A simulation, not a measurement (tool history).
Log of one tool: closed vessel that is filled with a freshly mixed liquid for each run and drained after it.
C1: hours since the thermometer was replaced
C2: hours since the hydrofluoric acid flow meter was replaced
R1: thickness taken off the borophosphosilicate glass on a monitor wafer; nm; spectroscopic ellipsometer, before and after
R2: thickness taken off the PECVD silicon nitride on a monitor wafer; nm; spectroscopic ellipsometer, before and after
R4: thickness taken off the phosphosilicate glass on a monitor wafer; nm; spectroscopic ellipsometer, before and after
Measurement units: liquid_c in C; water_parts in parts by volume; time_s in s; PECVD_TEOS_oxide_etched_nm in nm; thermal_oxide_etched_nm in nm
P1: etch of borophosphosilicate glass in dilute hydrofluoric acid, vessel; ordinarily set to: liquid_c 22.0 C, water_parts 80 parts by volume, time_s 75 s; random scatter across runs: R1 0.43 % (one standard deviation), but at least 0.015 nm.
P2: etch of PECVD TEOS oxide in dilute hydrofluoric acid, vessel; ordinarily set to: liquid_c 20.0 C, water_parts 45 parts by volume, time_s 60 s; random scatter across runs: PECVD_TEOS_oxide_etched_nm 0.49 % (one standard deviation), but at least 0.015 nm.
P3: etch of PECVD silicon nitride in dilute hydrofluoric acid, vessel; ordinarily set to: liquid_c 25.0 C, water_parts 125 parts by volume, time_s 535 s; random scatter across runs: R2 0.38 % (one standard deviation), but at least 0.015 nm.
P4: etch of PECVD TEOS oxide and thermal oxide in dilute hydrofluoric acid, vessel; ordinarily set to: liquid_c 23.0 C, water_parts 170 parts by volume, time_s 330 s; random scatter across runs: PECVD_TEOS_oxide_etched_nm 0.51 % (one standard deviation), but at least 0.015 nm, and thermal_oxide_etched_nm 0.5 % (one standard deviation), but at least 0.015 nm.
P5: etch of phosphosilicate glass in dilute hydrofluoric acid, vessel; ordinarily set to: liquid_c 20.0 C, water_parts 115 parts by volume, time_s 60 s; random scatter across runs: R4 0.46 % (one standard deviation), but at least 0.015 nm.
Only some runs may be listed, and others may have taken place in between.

{"run": 1, "hour": 14.6, "process": "P1", "liquid_c": 22.0, "water_parts": 80, "time_s": 75, "C1": 962.9, "C2": 287.1, "R1": 32.968}
{"run": 2, "hour": 33.4, "process": "P3", "liquid_c": 25.0, "water_parts": 125, "time_s": 235, "C1": 981.7, "C2": 305.9, "R2": 7.0853}
{"run": 3, "hour": 45.4, "process": "P1", "liquid_c": 22.0, "water_parts": 80, "time_s": 75, "C1": 993.7, "C2": 317.9, "R1": 33.113}
{"run": 4, "hour": 56.7, "process": "P1", "liquid_c": 17.0, "water_parts": 50, "time_s": 75, "C1": 1005.0, "C2": 329.2, "R1": 44.244}
{"run": 5, "hour": 72.4, "process": "P2", "liquid_c": 20.0, "water_parts": 60, "time_s": 60, "C1": 1020.7, "C2": 344.9, "PECVD_TEOS_oxide_etched_nm": 25.268}
{"run": 6, "hour": 86.1, "process": "P2", "liquid_c": 17.0, "water_parts": 45, "time_s": 60, "C1": 1034.4, "C2": 358.6, "PECVD_TEOS_oxide_etched_nm": 30.174}
{"run": 7, "hour": 95.1, "process": "P1", "liquid_c": 17.0, "water_parts": 115, "time_s": 75, "C1": 1043.4, "C2": 367.6, "R1": 17.96}
{"run": 8, "hour": 107.2, "process": "P5", "liquid_c": 20.0, "water_parts": 115, "time_s": 95, "C1": 1055.5, "C2": 379.7, "R4": 81.139}
{"run": 9, "hour": 120.6, "process": "P1", "liquid_c": 22.0, "water_parts": 80, "time_s": 75, "C1": 1068.9, "C2": 393.1, "R1": 33.164}
{"run": 10, "hour": 137.4, "process": "P1", "liquid_c": 22.0, "water_parts": 120, "time_s": 75, "C1": 1085.7, "C2": 409.9, "R1": 21.013}
{"run": 11, "hour": 149.7, "process": "P1", "liquid_c": 22.0, "water_parts": 25, "time_s": 75, "C1": 1098.0, "C2": 422.2, "R1": 113.37}
{"run": 12, "hour": 167.8, "process": "P1", "liquid_c": 22.0, "water_parts": 80, "time_s": 40, "C1": 1116.1, "C2": 440.3, "R1": 17.676}
{"run": 13, "hour": 183.0, "process": "P5", "liquid_c": 17.0, "water_parts": 115, "time_s": 60, "C1": 1131.3, "C2": 455.5, "R4": 45.042}
{"run": 14, "hour": 192.3, "process": "P4", "liquid_c": 23.0, "water_parts": 170, "time_s": 155, "C1": 1140.6, "C2": 464.8, "PECVD_TEOS_oxide_etched_nm": 11.538, "thermal_oxide_etched_nm": 4.0562}
{"run": 15, "hour": 202.0, "process": "P5", "liquid_c": 20.0, "water_parts": 115, "time_s": 60, "C1": 1150.3, "C2": 474.5, "R4": 51.279}
{"run": 16, "hour": 213.3, "process": "P4", "liquid_c": 23.0, "water_parts": 250, "time_s": 330, "C1": 1161.6, "C2": 485.8, "PECVD_TEOS_oxide_etched_nm": 15.316, "thermal_oxide_etched_nm": 5.3604}
{"run": 17, "hour": 228.5, "process": "P2", "liquid_c": 20.0, "water_parts": 45, "time_s": 30, "C1": 1176.8, "C2": 501.0, "PECVD_TEOS_oxide_etched_nm": 17.202}
{"run": 18, "hour": 242.3, "process": "P5", "liquid_c": 20.0, "water_parts": 20, "time_s": 60, "C1": 1190.6, "C2": 514.8, "R4": 328.21}
{"run": 19, "hour": 256.4, "process": "P4", "liquid_c": 23.0, "water_parts": 170, "time_s": 330, "C1": 1204.7, "C2": 528.9, "PECVD_TEOS_oxide_etched_nm": 24.597, "thermal_oxide_etched_nm": 8.5842}
{"run": 20, "hour": 266.3, "process": "P1", "liquid_c": 22.0, "water_parts": 55, "time_s": 135, "C1": 1214.6, "C2": 538.8, "R1": 89.226}
{"run": 21, "hour": 282.1, "process": "P3", "liquid_c": 25.0, "water_parts": 225, "time_s": 535, "C1": 1230.4, "C2": 554.6, "R2": 8.9499}
{"run": 22, "hour": 298.1, "process": "P2", "liquid_c": 20.0, "water_parts": 45, "time_s": 60, "C1": 1246.4, "C2": 570.6, "PECVD_TEOS_oxide_etched_nm": 34.072}
{"run": 23, "hour": 311.3, "process": "P3", "liquid_c": 25.0, "water_parts": 125, "time_s": 535, "C1": 1259.6, "C2": 583.8, "R2": 16.139}
{"run": 24, "hour": 324.7, "process": "P1", "liquid_c": 27.0, "water_parts": 80, "time_s": 75, "C1": 1273.0, "C2": 597.2, "R1": 40.708}
{"run": 25, "hour": 343.2, "process": "P1", "liquid_c": 22.0, "water_parts": 80, "time_s": 75, "C1": 1291.5, "C2": 615.7, "R1": 32.963}
{"run": 26, "hour": 352.6, "process": "P1", "liquid_c": 17.0, "water_parts": 80, "time_s": 75, "C1": 1300.9, "C2": 625.1, "R1": 26.924}
{"run": 27, "hour": 366.0, "process": "P3", "liquid_c": 25.0, "water_parts": 125, "time_s": 535, "C1": 1314.3, "C2": 638.5, "R2": 15.997}
{"run": 28, "hour": 378.7, "process": "P3", "liquid_c": 21.0, "water_parts": 125, "time_s": 535, "C1": 1327.0, "C2": 651.2, "R2": 12.387}
{"run": 29, "hour": 387.0, "process": "P1", "liquid_c": 22.0, "water_parts": 80, "time_s": 75, "C1": 1335.3, "C2": 659.5, "R1": 32.843}
{"run": 30, "hour": 398.0, "process": "P1", "liquid_c": 22.0, "water_parts": 80, "time_s": 140, "C1": 1346.3, "C2": 670.5, "R1": 61.846}
{"run": 31, "hour": 416.3, "process": "P4", "liquid_c": 30.5, "water_parts": 170, "time_s": 330, "C1": 1364.6, "C2": 688.8, "PECVD_TEOS_oxide_etched_nm": 32.282, "thermal_oxide_etched_nm": 11.276}
{"run": 32, "hour": 429.7, "process": "P1", "liquid_c": 22.0, "water_parts": 80, "time_s": 75, "C1": 1378.0, "C2": 702.2, "R1": 33.063}
{"run": 33, "hour": 442.4, "process": "P1", "liquid_c": 22.0, "water_parts": 80, "time_s": 75, "C1": 1390.7, "C2": 714.9, "R1": 32.547}
{"run": 34, "hour": 456.5, "process": "P1", "liquid_c": 22.0, "water_parts": 80, "time_s": 75, "C1": 1404.8, "C2": 729.0, "R1": 31.947}
{"run": 35, "hour": 473.7, "process": "P1", "liquid_c": 22.0, "water_parts": 80, "time_s": 75, "C1": 1422.0, "C2": 746.2, "R1": 31.69}
{"run": 36, "hour": 485.6, "process": "P1", "liquid_c": 22.0, "water_parts": 80, "time_s": 75, "C1": 1433.9, "C2": 758.1, "R1": 31.691}
{"run": 37, "hour": 494.9, "process": "P1", "liquid_c": 22.0, "water_parts": 80, "time_s": 75, "C1": 1443.2, "C2": 767.4, "R1": 31.442}
{"run": 38, "hour": 511.3, "process": "P1", "liquid_c": 22.0, "water_parts": 80, "time_s": 75, "C1": 1459.6, "C2": 783.8, "R1": 31.256}
{"run": 39, "hour": 529.1, "process": "P1", "liquid_c": 22.0, "water_parts": 80, "time_s": 75, "C1": 1477.4, "C2": 801.6, "R1": 31.324}
{"run": 40, "hour": 540.3, "process": "P1", "liquid_c": 22.0, "water_parts": 80, "time_s": 75, "C1": 1488.6, "C2": 812.8, "R1": 31.119}

Something has made what P1 gives creep away from where it was; the 2 causes below, each at its own stated size, fit the log equally well:
A: liquid colder than its thermometer reads (K) = 1.4
B: hydrofluoric acid flow below the setpoint (%) = 5.1
The creep began at about hour 429.7.

Consider the 4 single-wafer check runs listed below, results given as question marks: which one distinguishes between the causes by giving clearly different results for each?
{"run": "check 1", "hour": 551.5, "process": "P5", "liquid_c": 20.0, "water_parts": 115, "time_s": 60, "R4": "?"}
{"run": "check 2", "hour": 551.5, "process": "P4", "liquid_c": 23.0, "water_parts": 170, "time_s": 330, "PECVD_TEOS_oxide_etched_nm": "?", "thermal_oxide_etched_nm": "?"}
{"run": "check 3", "hour": 551.5, "process": "P2", "liquid_c": 20.0, "water_parts": 45, "time_s": 60, "PECVD_TEOS_oxide_etched_nm": "?"}
{"run": "check 4", "hour": 551.5, "process": "P3", "liquid_c": 25.0, "water_parts": 125, "time_s": 535, "R2": "?"}

What every check run would give for each of its results, assuming each possible cause in turn:
check=check_1 result=R4 if_A=48.399 if_B=48.315
check=check_2 result=PECVD_TEOS_oxide_etched_nm if_A=23.193 if_B=22.996
check=check_2 result=thermal_oxide_etched_nm if_A=8.1105 if_B=8.0417
check=check_3 result=PECVD_TEOS_oxide_etched_nm if_A=32.194 if_B=32.346
check=check_4 result=R2 if_A=14.6400 if_B=15.2240
Smallest distance between any two causes, each pair judged by its most separating result, in per cent: check 1 0.17 %; check 2 0.85 %; check 3 0.47 %; check 4 3.91 %
Of the check runs offered, only check 4 discriminates between the causes; the rest would read about the same regardless of which cause applies.

Check 4 was carried out, with these results: R2 14.5380 nm. Which of the listed causes is responsible?

It was cause A: liquid colder than its thermometer reads (K).
